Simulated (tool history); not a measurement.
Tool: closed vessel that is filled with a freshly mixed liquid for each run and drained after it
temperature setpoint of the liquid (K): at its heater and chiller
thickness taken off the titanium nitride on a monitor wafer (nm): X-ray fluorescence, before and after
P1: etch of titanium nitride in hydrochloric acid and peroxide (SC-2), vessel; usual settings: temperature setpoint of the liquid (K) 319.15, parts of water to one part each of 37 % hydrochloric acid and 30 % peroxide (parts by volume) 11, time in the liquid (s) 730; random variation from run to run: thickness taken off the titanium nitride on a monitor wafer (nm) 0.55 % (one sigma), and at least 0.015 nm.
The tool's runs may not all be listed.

| run | hour | temperature setpoint of the liquid (K) | parts of water to one part each of 37 % hydrochloric acid and 30 % peroxide (parts by volume) | time in the liquid (s) | hours since the thermometer was replaced | hours since the chemicals flow meter was replaced | hours since the drum of peroxide was connected | thickness taken off the titanium nitride on a monitor wafer (nm) |
|---|---|---|---|---|---|---|---|---|
| 1 | 8.8 | 319.15 | 11 | 730 | 1751.8 | 1057.5 | 291.3 | 17.5440 |
| 2 | 22.8 | 319.15 | 11 | 730 | 1765.8 | 1071.5 | 305.3 | 17.2760 |
| 3 | 40.4 | 319.15 | 11 | 730 | 1783.4 | 1089.1 | 322.9 | 17.4070 |
| 4 | 48.8 | 333.65 | 11 | 730 | 1791.8 | 1097.5 | 331.3 | 44.8030 |
| 5 | 61.5 | 319.15 | 11 | 730 | 1804.5 | 1110.2 | 344.0 | 17.4520 |
| 6 | 72.5 | 319.15 | 18 | 730 | 1815.5 | 1121.2 | 355.0 | 11.2740 |
| 7 | 80.6 | 308.15 | 11 | 200 | 1823.6 | 1129.3 | 363.1 | 2.2062 |
| 8 | 98.5 | 319.15 | 11 | 115 | 1841.5 | 1147.2 | 381.0 | 2.7129 |
| 9 | 108.6 | 319.15 | 11 | 1315 | 1851.6 | 1157.3 | 391.1 | 31.5050 |
| 10 | 120.1 | 319.15 | 11 | 730 | 1863.1 | 1168.8 | 402.6 | 17.1660 |
| 11 | 131.4 | 310.15 | 7 | 730 | 1874.4 | 1180.1 | 413.9 | 13.2670 |
| 12 | 140.2 | 319.15 | 4 | 730 | 1883.2 | 1188.9 | 422.7 | 37.8330 |
| 13 | 148.7 | 308.15 | 11 | 730 | 1891.7 | 1197.4 | 431.2 | 7.9479 |
| 14 | 164.3 | 319.15 | 11 | 730 | 1907.3 | 1213.0 | 446.8 | 17.3570 |
| 15 | 175.1 | 319.15 | 11 | 730 | 1918.1 | 1223.8 | 457.6 | 18.1180 |
| 16 | 191.8 | 319.15 | 11 | 730 | 1934.8 | 1240.5 | 474.3 | 18.5170 |
| 17 | 204.8 | 319.15 | 11 | 730 | 1947.8 | 1253.5 | 487.3 | 18.6610 |
| 18 | 215.0 | 319.15 | 11 | 730 | 1958.0 | 1263.7 | 497.5 | 19.0380 |
| 19 | 230.8 | 319.15 | 11 | 730 | 1973.8 | 1279.5 | 513.3 | 18.8970 |
| 20 | 242.9 | 319.15 | 11 | 730 | 1985.9 | 1291.6 | 525.4 | 18.8530 |
| 21 | 251.9 | 319.15 | 11 | 730 | 1994.9 | 1300.6 | 534.4 | 18.7560 |

What P1 gives has crept away from where it was. These 2 causes fit the log equally well, each at the size given:
A: chemicals flow above the setpoint (%) = 10.7
B: liquid hotter than its thermometer reads (K) = 1.26
The creep began at about hour 164.3.
Why every other cause is out:
peroxide weaker than its label (%): at most 8, which would move thickness taken off the titanium nitride on a monitor wafer (nm) by -7.4 %: too little, or the wrong way

4 check runs are offered, each on 3 wafers whose results are averaged, their results left as question marks. Which one tells the causes apart?
| check 1 | 260.9 | 333.15 | 11.0 | 1280 |  |  |  | ? |
| check 2 | 260.9 | 327.15 | 11.0 | 730 |  |  |  | ? |
| check 3 | 260.9 | 308.15 | 4.5 | 730 |  |  |  | ? |
| check 4 | 260.9 | 308.15 | 14.5 | 730 |  |  |  | ? |

What each check would give under each cause:
| check | result | if A | if B |
|---|---|---|---|
| check 1 | thickness taken off the titanium nitride on a monitor wafer (nm) | 83.1550 | 82.6110 |
| check 2 | thickness taken off the titanium nitride on a monitor wafer (nm) | 32.3250 | 32.2070 |
| check 3 | thickness taken off the titanium nitride on a monitor wafer (nm) | 17.1270 | 17.5210 |
| check 4 | thickness taken off the titanium nitride on a monitor wafer (nm) | 6.8802 | 6.9023 |
How far apart the two closest causes lie, in the result that separates them most: check 1 0.66 %; check 2 0.37 %; check 3 2.27 %; check 4 0.32 %
Only check 3 tells the causes apart: in the others they would give nearly the same result.

Check 3 was then run and gave: thickness taken off the titanium nitride on a monitor wafer (nm) 17.4560. Which cause is it?

It is B: liquid hotter than its thermometer reads (K).

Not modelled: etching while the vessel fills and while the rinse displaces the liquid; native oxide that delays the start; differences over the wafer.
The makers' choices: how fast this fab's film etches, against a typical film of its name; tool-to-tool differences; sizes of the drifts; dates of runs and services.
